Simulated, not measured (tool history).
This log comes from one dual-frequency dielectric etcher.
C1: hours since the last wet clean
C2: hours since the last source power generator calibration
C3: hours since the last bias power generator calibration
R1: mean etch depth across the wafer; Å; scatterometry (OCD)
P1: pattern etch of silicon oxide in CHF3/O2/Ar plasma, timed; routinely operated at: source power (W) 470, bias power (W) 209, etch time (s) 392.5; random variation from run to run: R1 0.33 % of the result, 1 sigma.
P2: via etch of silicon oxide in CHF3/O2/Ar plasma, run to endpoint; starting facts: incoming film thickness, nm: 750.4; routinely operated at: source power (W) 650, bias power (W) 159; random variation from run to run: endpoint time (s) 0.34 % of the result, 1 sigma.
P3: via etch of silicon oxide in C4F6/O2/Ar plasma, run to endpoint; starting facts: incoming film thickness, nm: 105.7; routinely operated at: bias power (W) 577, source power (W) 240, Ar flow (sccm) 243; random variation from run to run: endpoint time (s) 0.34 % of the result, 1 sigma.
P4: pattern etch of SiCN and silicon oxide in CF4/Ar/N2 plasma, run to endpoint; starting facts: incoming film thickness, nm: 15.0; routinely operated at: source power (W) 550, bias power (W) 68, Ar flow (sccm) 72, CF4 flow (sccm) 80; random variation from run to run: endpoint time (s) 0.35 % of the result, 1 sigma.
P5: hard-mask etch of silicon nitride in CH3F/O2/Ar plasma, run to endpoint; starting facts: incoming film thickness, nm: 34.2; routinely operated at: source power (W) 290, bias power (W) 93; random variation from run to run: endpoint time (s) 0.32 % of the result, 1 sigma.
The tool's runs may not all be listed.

{"run": 1, "day": 0.517, "process that ran": "P1", "source power (W)": 470, "bias power (W)": 209, "etch time (s)": 392.5, "C1": 210.1, "C2": 3240.9, "C3": 1215.6, "R1": 7575.0}
{"run": 2, "day": 0.883, "process that ran": "P1", "source power (W)": 470, "bias power (W)": 209, "etch time (s)": 392.5, "C1": 218.9, "C2": 3249.7, "C3": 1224.4, "R1": 7577.5}
{"run": 3, "day": 1.325, "process that ran": "P1", "source power (W)": 310, "bias power (W)": 209, "etch time (s)": 392.5, "C1": 229.5, "C2": 3260.3, "C3": 1235.0, "R1": 6491.6}
{"run": 4, "day": 1.612, "process that ran": "P1", "source power (W)": 470, "bias power (W)": 209, "etch time (s)": 538.0, "C1": 236.4, "C2": 3267.2, "C3": 1241.9, "R1": 10309.0}
{"run": 5, "day": 2.108, "process that ran": "P1", "source power (W)": 630, "bias power (W)": 168, "etch time (s)": 392.5, "C1": 248.3, "C2": 3279.1, "C3": 1253.8, "R1": 7827.2}
{"run": 6, "day": 2.462, "process that ran": "P2", "source power (W)": 650, "bias power (W)": 159, "C1": 256.8, "C2": 3287.6, "C3": 1262.3, "endpoint time (s)": 380.87}
{"run": 7, "day": 3.0, "process that ran": "P2", "source power (W)": 650, "bias power (W)": 159, "C1": 269.7, "C2": 3300.5, "C3": 1275.2, "endpoint time (s)": 381.41}
{"run": 8, "day": 3.521, "process that ran": "P3", "source power (W)": 240, "bias power (W)": 577, "Ar flow (sccm)": 243, "C1": 282.2, "C2": 3313.0, "C3": 1287.7, "endpoint time (s)": 26.339}
{"run": 9, "day": 3.858, "process that ran": "P4", "source power (W)": 550, "bias power (W)": 68, "Ar flow (sccm)": 55, "CF4 flow (sccm)": 80, "C1": 290.3, "C2": 3321.1, "C3": 1295.8, "endpoint time (s)": 13.611}
{"run": 10, "day": 4.154, "process that ran": "P4", "source power (W)": 550, "bias power (W)": 68, "Ar flow (sccm)": 72, "CF4 flow (sccm)": 113, "C1": 297.4, "C2": 3328.2, "C3": 1302.9, "endpoint time (s)": 13.441}
{"run": 11, "day": 4.779, "process that ran": "P1", "source power (W)": 470, "bias power (W)": 209, "etch time (s)": 246.5, "C1": 312.4, "C2": 3343.2, "C3": 1317.9, "R1": 4764.8}
{"run": 12, "day": 5.308, "process that ran": "P1", "source power (W)": 590, "bias power (W)": 209, "etch time (s)": 392.5, "C1": 325.1, "C2": 3355.9, "C3": 1330.6, "R1": 8196.1}
{"run": 13, "day": 5.867, "process that ran": "P4", "source power (W)": 550, "bias power (W)": 68, "Ar flow (sccm)": 72, "CF4 flow (sccm)": 80, "C1": 338.5, "C2": 3369.3, "C3": 1344.0, "endpoint time (s)": 14.036}
{"run": 14, "day": 6.383, "process that ran": "P1", "source power (W)": 340, "bias power (W)": 132, "etch time (s)": 392.5, "C1": 350.9, "C2": 3381.7, "C3": 1356.4, "R1": 5728.7}
{"run": 15, "day": 6.858, "process that ran": "P1", "source power (W)": 470, "bias power (W)": 257, "etch time (s)": 392.5, "C1": 362.3, "C2": 3393.1, "C3": 1367.8, "R1": 8111.2}
{"run": 16, "day": 7.279, "process that ran": "P2", "source power (W)": 390, "bias power (W)": 159, "C1": 372.4, "C2": 3403.2, "C3": 1377.9, "endpoint time (s)": 463.89}
{"run": 17, "day": 7.804, "process that ran": "P4", "source power (W)": 440, "bias power (W)": 68, "Ar flow (sccm)": 72, "CF4 flow (sccm)": 80, "C1": 385.0, "C2": 3415.8, "C3": 1390.5, "endpoint time (s)": 17.183}
{"run": 18, "day": 8.238, "process that ran": "P1", "source power (W)": 470, "bias power (W)": 209, "etch time (s)": 392.5, "C1": 395.4, "C2": 3426.2, "C3": 1400.9, "R1": 7561.1}
{"run": 19, "day": 8.6, "process that ran": "P3", "source power (W)": 340, "bias power (W)": 577, "Ar flow (sccm)": 243, "C1": 404.1, "C2": 3434.9, "C3": 1409.6, "endpoint time (s)": 23.295}
{"run": 20, "day": 8.983, "process that ran": "P5", "source power (W)": 290, "bias power (W)": 93, "C1": 413.3, "C2": 3444.1, "C3": 1418.8, "endpoint time (s)": 49.555}
{"run": 21, "day": 9.521, "process that ran": "P3", "source power (W)": 240, "bias power (W)": 577, "Ar flow (sccm)": 183, "C1": 426.2, "C2": 3457.0, "C3": 1431.7, "endpoint time (s)": 25.648}
{"run": 22, "day": 9.871, "process that ran": "P1", "source power (W)": 470, "bias power (W)": 209, "etch time (s)": 392.5, "C1": 434.6, "C2": 3465.4, "C3": 1440.1, "R1": 7506.5}
{"run": 23, "day": 10.4, "process that ran": "P1", "source power (W)": 470, "bias power (W)": 134, "etch time (s)": 392.5, "C1": 447.3, "C2": 3478.1, "C3": 1452.8, "R1": 6497.3}
{"run": 24, "day": 10.792, "process that ran": "P5", "source power (W)": 290, "bias power (W)": 122, "C1": 456.7, "C2": 3487.5, "C3": 1462.2, "endpoint time (s)": 44.987}
{"day": 11.108, "done": "bias power generator calibrated"}
{"run": 25, "day": 11.221, "process that ran": "P4", "source power (W)": 550, "bias power (W)": 90, "Ar flow (sccm)": 72, "CF4 flow (sccm)": 80, "C1": 467.0, "C2": 3497.8, "C3": 2.8, "endpoint time (s)": 12.823}
{"run": 26, "day": 11.796, "process that ran": "P4", "source power (W)": 550, "bias power (W)": 68, "Ar flow (sccm)": 72, "CF4 flow (sccm)": 80, "C1": 480.8, "C2": 3511.6, "C3": 16.6, "endpoint time (s)": 14.09}
{"run": 27, "day": 12.208, "process that ran": "P2", "source power (W)": 650, "bias power (W)": 98, "C1": 490.7, "C2": 3521.5, "C3": 26.5, "endpoint time (s)": 443.41}
{"run": 28, "day": 12.562, "process that ran": "P5", "source power (W)": 290, "bias power (W)": 93, "C1": 499.2, "C2": 3530.0, "C3": 35.0, "endpoint time (s)": 49.528}
{"run": 29, "day": 12.967, "process that ran": "P5", "source power (W)": 170, "bias power (W)": 93, "C1": 508.9, "C2": 3539.7, "C3": 44.7, "endpoint time (s)": 60.248}
{"run": 30, "day": 13.379, "process that ran": "P1", "source power (W)": 470, "bias power (W)": 209, "etch time (s)": 392.5, "C1": 518.8, "C2": 3549.6, "C3": 54.6, "R1": 7539.5}
{"run": 31, "day": 13.767, "process that ran": "P3", "source power (W)": 240, "bias power (W)": 809, "Ar flow (sccm)": 243, "C1": 528.1, "C2": 3558.9, "C3": 63.9, "endpoint time (s)": 22.903}
{"run": 32, "day": 14.275, "process that ran": "P1", "source power (W)": 470, "bias power (W)": 209, "etch time (s)": 392.5, "C1": 540.3, "C2": 3571.1, "C3": 76.1, "R1": 7511.7}
{"run": 33, "day": 14.854, "process that ran": "P1", "source power (W)": 470, "bias power (W)": 209, "etch time (s)": 392.5, "C1": 554.2, "C2": 3585.0, "C3": 90.0, "R1": 7511.0}
{"run": 34, "day": 15.217, "process that ran": "P1", "source power (W)": 470, "bias power (W)": 209, "etch time (s)": 392.5, "C1": 562.9, "C2": 3593.7, "C3": 98.7, "R1": 7545.5}
{"run": 35, "day": 15.679, "process that ran": "P1", "source power (W)": 470, "bias power (W)": 209, "etch time (s)": 392.5, "C1": 574.0, "C2": 3604.8, "C3": 109.8, "R1": 7595.1}
{"run": 36, "day": 15.971, "process that ran": "P1", "source power (W)": 470, "bias power (W)": 209, "etch time (s)": 392.5, "C1": 581.0, "C2": 3611.8, "C3": 116.8, "R1": 7617.6}
{"run": 37, "day": 16.479, "process that ran": "P1", "source power (W)": 470, "bias power (W)": 209, "etch time (s)": 392.5, "C1": 593.2, "C2": 3624.0, "C3": 129.0, "R1": 7658.0}
{"day": 16.496, "done": "wet clean of the chamber"}
{"run": 38, "day": 17.05, "process that ran": "P1", "source power (W)": 470, "bias power (W)": 209, "etch time (s)": 392.5, "C1": 13.3, "C2": 3637.7, "C3": 142.7, "R1": 7695.0}
{"run": 39, "day": 17.483, "process that ran": "P1", "source power (W)": 470, "bias power (W)": 209, "etch time (s)": 392.5, "C1": 23.7, "C2": 3648.1, "C3": 153.1, "R1": 7674.3}
{"run": 40, "day": 17.846, "process that ran": "P1", "source power (W)": 470, "bias power (W)": 209, "etch time (s)": 392.5, "C1": 32.4, "C2": 3656.8, "C3": 161.8, "R1": 7671.7}
{"run": 41, "day": 18.204, "process that ran": "P1", "source power (W)": 470, "bias power (W)": 209, "etch time (s)": 392.5, "C1": 41.0, "C2": 3665.4, "C3": 170.4, "R1": 7630.3}
{"run": 42, "day": 18.542, "process that ran": "P1", "source power (W)": 470, "bias power (W)": 209, "etch time (s)": 392.5, "C1": 49.1, "C2": 3673.5, "C3": 178.5, "R1": 7683.0}
{"run": 43, "day": 18.904, "process that ran": "P1", "source power (W)": 470, "bias power (W)": 209, "etch time (s)": 392.5, "C1": 57.8, "C2": 3682.2, "C3": 187.2, "R1": 7655.6}

What P1 gives has crept away from where it was. These 2 causes fit the log equally well, each at the size given:
A: source power that arrives over what is set, % = 4.48
B: bias power that arrives over what is set, % = 4.8
Creep in the process output first set in at about day 14.854.
Other possible causes, and why each is ruled out:
chamber walls in a state that raises the etch rate, %: serviced at day 16.496, which brought nothing back

4 check runs are offered, each on 2 wafers whose results are averaged, their results left as question marks. Which one tells the causes apart?
{"run": "check 1", "day": 19.267, "process that ran": "P5", "source power (W)": 230, "bias power (W)": 109, "endpoint time (s)": "?"}
{"run": "check 2", "day": 19.267, "process that ran": "P4", "source power (W)": 550, "bias power (W)": 84, "Ar flow (sccm)": 72, "CF4 flow (sccm)": 103, "endpoint time (s)": "?"}
{"run": "check 3", "day": 19.267, "process that ran": "P3", "source power (W)": 340, "bias power (W)": 577, "Ar flow (sccm)": 243, "endpoint time (s)": "?"}
{"run": "check 4", "day": 19.267, "process that ran": "P2", "source power (W)": 480, "bias power (W)": 120, "endpoint time (s)": "?"}

What every check run would give for each of its results, assuming each possible cause in turn:
check=check_1 result=endpoint_time_(s) if_A=50.021 if_B=49.920
check=check_2 result=endpoint_time_(s) if_A=12.250 if_B=12.551
check=check_3 result=endpoint_time_(s) if_A=22.837 if_B=22.790
check=check_4 result=endpoint_time_(s) if_A=461.830 if_B=462.920
Distance between the nearest two causes, measured in the result of the check that separates them most: check 1 0.2 %; check 2 2.43 %; check 3 0.2 %; check 4 0.24 %
The other checks would show nearly matching results whichever cause is true, so check 2 is the only one that separates the causes.

Running check 2 produced the following: endpoint time (s) 12.511. Which one of the listed causes fits?

The cause is B: bias power that arrives over what is set, %.
